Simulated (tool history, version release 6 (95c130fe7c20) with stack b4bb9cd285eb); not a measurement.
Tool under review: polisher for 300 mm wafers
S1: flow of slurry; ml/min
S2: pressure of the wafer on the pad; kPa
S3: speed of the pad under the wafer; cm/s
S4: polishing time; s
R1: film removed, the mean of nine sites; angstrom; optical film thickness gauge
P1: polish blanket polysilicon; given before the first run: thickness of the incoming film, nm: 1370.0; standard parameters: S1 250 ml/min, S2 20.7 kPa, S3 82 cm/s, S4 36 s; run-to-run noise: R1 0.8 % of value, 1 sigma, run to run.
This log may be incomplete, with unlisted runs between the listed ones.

Run 1, hour 14.7: S1 250 ml/min, S2 20.7 kPa, S3 82 cm/s, S4 36 s. Result: R1 2256.4 angstrom.
Run 2, hour 25.1: S1 250 ml/min, S2 20.7 kPa, S3 82 cm/s, S4 48 s. Result: R1 2933.3 angstrom.
Run 3, hour 36.3: S1 250 ml/min, S2 10.3 kPa, S3 82 cm/s, S4 36 s. Result: R1 1108.4 angstrom.
Run 4, hour 44.1: S1 250 ml/min, S2 20.7 kPa, S3 82 cm/s, S4 36 s. Result: R1 2215.2 angstrom.
Run 5, hour 60.0: S1 150 ml/min, S2 20.7 kPa, S3 82 cm/s, S4 36 s. Result: R1 2054.6 angstrom.
Run 6, hour 70.8: S1 250 ml/min, S2 20.7 kPa, S3 112 cm/s, S4 36 s. Result: R1 3023.2 angstrom.
Run 7, hour 82.6: S1 250 ml/min, S2 20.7 kPa, S3 82 cm/s, S4 36 s. Result: R1 2211.7 angstrom.
Run 8, hour 92.2: S1 250 ml/min, S2 20.7 kPa, S3 82 cm/s, S4 36 s. Result: R1 2232.9 angstrom.
Run 9, hour 101.0: S1 250 ml/min, S2 30.3 kPa, S3 82 cm/s, S4 36 s. Result: R1 3211.4 angstrom.
Run 10, hour 118.0: S1 250 ml/min, S2 20.7 kPa, S3 42 cm/s, S4 36 s. Result: R1 1139.8 angstrom.
At hour 124.4: slurry nozzle cleaned.
At hour 134.2: head pressure recalibrated.
Run 11, hour 135.2: S1 250 ml/min, S2 20.7 kPa, S3 82 cm/s, S4 25 s. Result: R1 1546.6 angstrom.
Run 12, hour 151.1: S1 250 ml/min, S2 20.7 kPa, S3 82 cm/s, S4 36 s. Result: R1 2223.4 angstrom.
Run 13, hour 167.6: S1 330 ml/min, S2 20.7 kPa, S3 82 cm/s, S4 36 s. Result: R1 2243.2 angstrom.
Run 14, hour 179.9: S1 320 ml/min, S2 20.7 kPa, S3 82 cm/s, S4 52 s. Result: R1 3269.9 angstrom.
Run 15, hour 188.4: S1 150 ml/min, S2 20.7 kPa, S3 82 cm/s, S4 54 s. Result: R1 3123.4 angstrom.
Run 16, hour 204.5: S1 250 ml/min, S2 20.7 kPa, S3 82 cm/s, S4 36 s. Result: R1 2210.4 angstrom.

Run 17, settings as shown, results not yet in. Your forecast:
Run 17, hour 217.3: S1 250 ml/min, S2 20.7 kPa, S3 82 cm/s, S4 36 s. Result: R1 ?.

{"run 17": {"R1": 2208.5}}
